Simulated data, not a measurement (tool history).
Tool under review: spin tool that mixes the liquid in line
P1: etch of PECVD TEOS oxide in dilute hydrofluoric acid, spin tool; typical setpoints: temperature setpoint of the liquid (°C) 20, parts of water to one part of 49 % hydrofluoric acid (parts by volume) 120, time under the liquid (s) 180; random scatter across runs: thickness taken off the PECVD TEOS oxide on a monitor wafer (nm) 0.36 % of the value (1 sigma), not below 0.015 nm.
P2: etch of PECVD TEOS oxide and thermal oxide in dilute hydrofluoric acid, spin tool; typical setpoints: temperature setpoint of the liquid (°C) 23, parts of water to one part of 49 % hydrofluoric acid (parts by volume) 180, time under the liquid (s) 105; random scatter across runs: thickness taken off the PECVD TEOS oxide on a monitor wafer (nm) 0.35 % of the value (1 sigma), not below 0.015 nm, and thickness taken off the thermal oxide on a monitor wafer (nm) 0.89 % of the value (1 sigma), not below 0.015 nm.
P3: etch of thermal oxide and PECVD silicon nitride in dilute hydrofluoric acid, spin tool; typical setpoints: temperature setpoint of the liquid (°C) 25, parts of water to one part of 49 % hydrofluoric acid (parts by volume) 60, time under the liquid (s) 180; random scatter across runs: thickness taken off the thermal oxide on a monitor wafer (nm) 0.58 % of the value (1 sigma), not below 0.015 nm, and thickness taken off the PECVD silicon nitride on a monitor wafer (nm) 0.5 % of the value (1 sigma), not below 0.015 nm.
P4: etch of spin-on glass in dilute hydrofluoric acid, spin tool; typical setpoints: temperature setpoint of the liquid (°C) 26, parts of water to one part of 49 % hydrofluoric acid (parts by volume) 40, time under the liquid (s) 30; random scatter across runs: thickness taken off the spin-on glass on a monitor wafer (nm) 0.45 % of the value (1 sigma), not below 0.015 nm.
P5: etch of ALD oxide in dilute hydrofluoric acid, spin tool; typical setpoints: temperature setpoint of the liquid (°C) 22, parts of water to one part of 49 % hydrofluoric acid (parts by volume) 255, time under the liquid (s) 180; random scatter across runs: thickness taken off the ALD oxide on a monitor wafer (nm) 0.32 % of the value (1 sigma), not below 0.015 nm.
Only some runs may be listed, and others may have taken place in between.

run   hour  process that ran  temperature setpoint of the liquid (°C)  parts of water to one part of 49 % hydrofluoric acid (parts by volume)  time under the liquid (s)  thickness taken off the PECVD TEOS oxide on a monitor wafer (nm)  thickness taken off the ALD oxide on a monitor wafer (nm)  thickness taken off the thermal oxide on a monitor wafer (nm)  thickness taken off the PECVD silicon nitride on a monitor wafer (nm)  thickness taken off the spin-on glass on a monitor wafer (nm)
  1   11.1                P1                                       20                                                                     120                        180                                                            34.738
  2   22.6                P1                                       20                                                                     120                        180                                                            34.832
  3   31.1                P5                                       22                                                                     255                        180                                                                                                                       8.2514
  4   37.3                P1                                       20                                                                     200                         50                                                            5.3297
  5   44.9                P3                                       25                                                                      60                        180                                                                                                                                                                                      14.786                                                                 5.3905
  6   56.8                P1                                       20                                                                     120                        365                                                            70.281
  7   67.2                P3                                       25                                                                      60                        305                                                                                                                                                                                      25.401                                                                 9.1217
  8   76.9                P4                                       20                                                                      40                         30                                                                                                                                                                                                                                                                                                                            19.921
  9   83.9                P5                                       22                                                                     100                        180                                                                                                                       24.733
 10   90.7                P3                                       25                                                                      20                        180                                                                                                                                                                                       47.79                                                                 15.794
 11   99.2                P2                                       23                                                                     180                         15                                                            2.0099                                                                                                                   0.33948
 12  107.9                P1                                       20                                                                     120                         50                                                            9.6747
 13  119.3                P2                                       23                                                                     180                        105                                                            14.098                                                                                                                    2.4745
 14    131                P1                                       20                                                                      25                         95                                                            98.404
 15  138.1                P1                                       20                                                                     120                        180                                                            34.778
 16  148.9                P2                                       30                                                                     180                        105                                                            17.988                                                                                                                    3.3014
 17    160                P1                                       17                                                                     120                        180                                                            30.632
 18  166.1                P1                                       20                                                                      30                        180                                                            154.64
 19    172                P1                                       20                                                                     120                        180                                                            34.672
 20  179.5                P4                                       26                                                                      20                         30                                                                                                                                                                                                                                                                                                                            52.929
 21    191                P1                                       20                                                                     120                        180                                                            34.794
 22  200.9                P4                                       26                                                                      40                         30                                                                                                                                                                                                                                                                                                                            25.691
 23  207.8                P4                                       26                                                                      40                         15                                                                                                                                                                                                                                                                                                                            12.776
 24  218.3                P4                                       26                                                                      40                         30                                                                                                                                                                                                                                                                                                                            25.612
 25  225.8                P2                                       23                                                                      30                        105                                                            101.01                                                                                                                    18.114
 26  232.3                P1                                       26                                                                     120                        180                                                             44.15
 27  243.3                P5                                       17                                                                     255                        180                                                                                                                       6.7764
 28  248.7                P5                                       22                                                                     255                         15                                                                                                                      0.66139
 29  256.5                P3                                       18                                                                      60                        180                                                                                                                                                                                      11.134                                                                 3.3515
 30  263.3                P1                                     26.5                                                                     120                        345                                                            86.219
 31  275.6                P1                                       20                                                                     165                        180                                                            24.194
 32  280.9                P1                                       20                                                                     120                        180                                                            34.817
 33  288.6                P1                                       20                                                                     120                        180                                                             34.86
 34  299.4                P1                                       20                                                                     120                        180                                                            35.905
 35  311.1                P1                                       20                                                                     120                        180                                                            36.844
 36  319.9                P1                                       20                                                                     120                        180                                                            36.884
 37  332.2                P1                                       20                                                                     120                        180                                                            36.827
 38  342.8                P1                                       20                                                                     120                        180                                                            37.237
 39  348.4                P1                                       20                                                                     120                        180                                                            37.119

Something has made what P1 gives creep away from where it was; the 2 causes below, each at its own stated size, fit the log equally well:
A: hydrofluoric acid flow above the setpoint (%) = 5.97
B: liquid hotter than its thermometer reads (K) = 1.63
Creep in the process output first set in at about hour 288.6.

Listed below are the offered check runs, one wafer per run, with question marks in place of results. For which of them would the causes give clearly different outcomes?
check 1   354                P4                                       26                                                                      20                         30                                                                                                                                                                                                                                                                                                                                 ?
check 2   354                P5                                       17                                                                     115                        180                                                                                                                            ?
check 3   354                P2                                       23                                                                      40                         25                                                                 ?                                                                                                                         ?
check 4   354                P3                                       25                                                                      25                        275                                                                                                                                                                                           ?                                                                      ?

What every check run would give for each of its results, assuming each possible cause in turn:
  check                                                                 result    if A    if B
check 1          thickness taken off the spin-on glass on a monitor wafer (nm)  55.884  56.313
check 2              thickness taken off the ALD oxide on a monitor wafer (nm)  18.414   18.47
check 3       thickness taken off the PECVD TEOS oxide on a monitor wafer (nm)  18.847  18.978
check 3          thickness taken off the thermal oxide on a monitor wafer (nm)  3.3865  3.4099
check 4          thickness taken off the thermal oxide on a monitor wafer (nm)  61.034    61.5
check 4  thickness taken off the PECVD silicon nitride on a monitor wafer (nm)  20.498  21.639
Gap, in per cent, between the two causes that each check separates least, read from the result that separates them most: check 1 0.77 %; check 2 0.3 %; check 3 0.69 %; check 4 5.42 %
Only check 4 tells the causes apart: in the others they would give nearly the same result.

Here is what check 4 returned: thickness taken off the thermal oxide on a monitor wafer (nm) 61.74; thickness taken off the PECVD silicon nitride on a monitor wafer (nm) 21.719. Which cause is it?

Of the candidate causes, it is B: liquid hotter than its thermometer reads (K).

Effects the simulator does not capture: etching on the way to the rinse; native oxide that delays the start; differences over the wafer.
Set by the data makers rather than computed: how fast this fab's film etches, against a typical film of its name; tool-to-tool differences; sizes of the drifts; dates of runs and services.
